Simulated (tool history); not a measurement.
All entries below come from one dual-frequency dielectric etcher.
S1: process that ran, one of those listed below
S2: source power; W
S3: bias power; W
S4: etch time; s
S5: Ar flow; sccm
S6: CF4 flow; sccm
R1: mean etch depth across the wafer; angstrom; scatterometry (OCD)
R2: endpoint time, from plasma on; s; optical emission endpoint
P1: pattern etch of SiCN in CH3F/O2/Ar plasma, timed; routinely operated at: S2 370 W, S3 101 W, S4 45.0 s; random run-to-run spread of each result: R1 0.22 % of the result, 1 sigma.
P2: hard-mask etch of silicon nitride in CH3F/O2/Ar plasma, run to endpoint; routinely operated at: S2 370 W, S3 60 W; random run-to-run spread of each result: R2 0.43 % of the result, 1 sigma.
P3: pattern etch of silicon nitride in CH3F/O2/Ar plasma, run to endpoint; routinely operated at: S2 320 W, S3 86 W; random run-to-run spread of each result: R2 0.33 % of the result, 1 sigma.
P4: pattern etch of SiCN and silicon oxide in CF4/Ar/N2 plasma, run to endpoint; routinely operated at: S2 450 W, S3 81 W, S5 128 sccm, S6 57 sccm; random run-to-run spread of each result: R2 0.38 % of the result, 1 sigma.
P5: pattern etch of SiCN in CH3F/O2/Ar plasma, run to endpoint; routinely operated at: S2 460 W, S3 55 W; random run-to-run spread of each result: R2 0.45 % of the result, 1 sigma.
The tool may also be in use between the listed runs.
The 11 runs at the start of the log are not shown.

| run | day | S1 | S2 | S3 | S4 | S5 | S6 | R1 | R2 |
|---|---|---|---|---|---|---|---|---|---|
| 12 | 5.258 | P2 | 370 | 48 |  |  |  |  | 95.520 |
| 13 | 5.638 | P2 | 370 | 60 |  |  |  |  | 88.347 |
|  | 5.738 | bias power generator calibrated |
| 14 | 6.092 | P2 | 370 | 60 |  |  |  |  | 88.246 |
| 15 | 6.412 | P1 | 370 | 101 | 63.5 |  |  | 265.71 |  |
| 16 | 6.767 | P4 | 450 | 81 |  | 128 | 76 |  | 17.009 |
| 17 | 7.108 | P1 | 370 | 82 | 27.5 |  |  | 106.93 |  |
| 18 | 7.617 | P5 | 620 | 55 |  |  |  |  | 14.722 |
| 19 | 8.242 | P2 | 460 | 60 |  |  |  |  | 81.320 |
| 20 | 8.696 | P1 | 370 | 101 | 25.0 |  |  | 104.50 |  |
| 21 | 9.008 | P1 | 240 | 101 | 45.0 |  |  | 161.47 |  |
| 22 | 9.583 | P5 | 460 | 32 |  |  |  |  | 19.606 |
| 23 | 9.883 | P1 | 370 | 101 | 45.0 |  |  | 188.20 |  |
| 24 | 10.354 | P1 | 370 | 101 | 45.0 |  |  | 188.99 |  |
| 25 | 10.862 | P4 | 450 | 81 |  | 128 | 57 |  | 17.910 |
| 26 | 11.229 | P1 | 370 | 101 | 45.0 |  |  | 188.20 |  |
| 27 | 11.842 | P1 | 500 | 101 | 45.0 |  |  | 211.18 |  |
| 28 | 12.400 | P3 | 380 | 86 |  |  |  |  | 76.038 |
| 29 | 12.708 | P5 | 460 | 55 |  |  |  |  | 16.633 |
| 30 | 13.121 | P4 | 450 | 81 |  | 76 | 57 |  | 16.495 |
| 31 | 13.596 | P1 | 370 | 66 | 45.0 |  |  | 161.62 |  |
| 32 | 13.962 | P4 | 450 | 58 |  | 128 | 57 |  | 20.048 |
| 33 | 14.454 | P1 | 370 | 101 | 45.0 |  |  | 188.93 |  |
| 34 | 14.883 | P1 | 370 | 101 | 45.0 |  |  | 189.56 |  |

Run 35 has not been measured yet. What should we expect?
| 35 | 15.258 | P1 | 370 | 101 | 45.0 |  |  | ? |  |

{"run 35": {"R1": 190.41}}
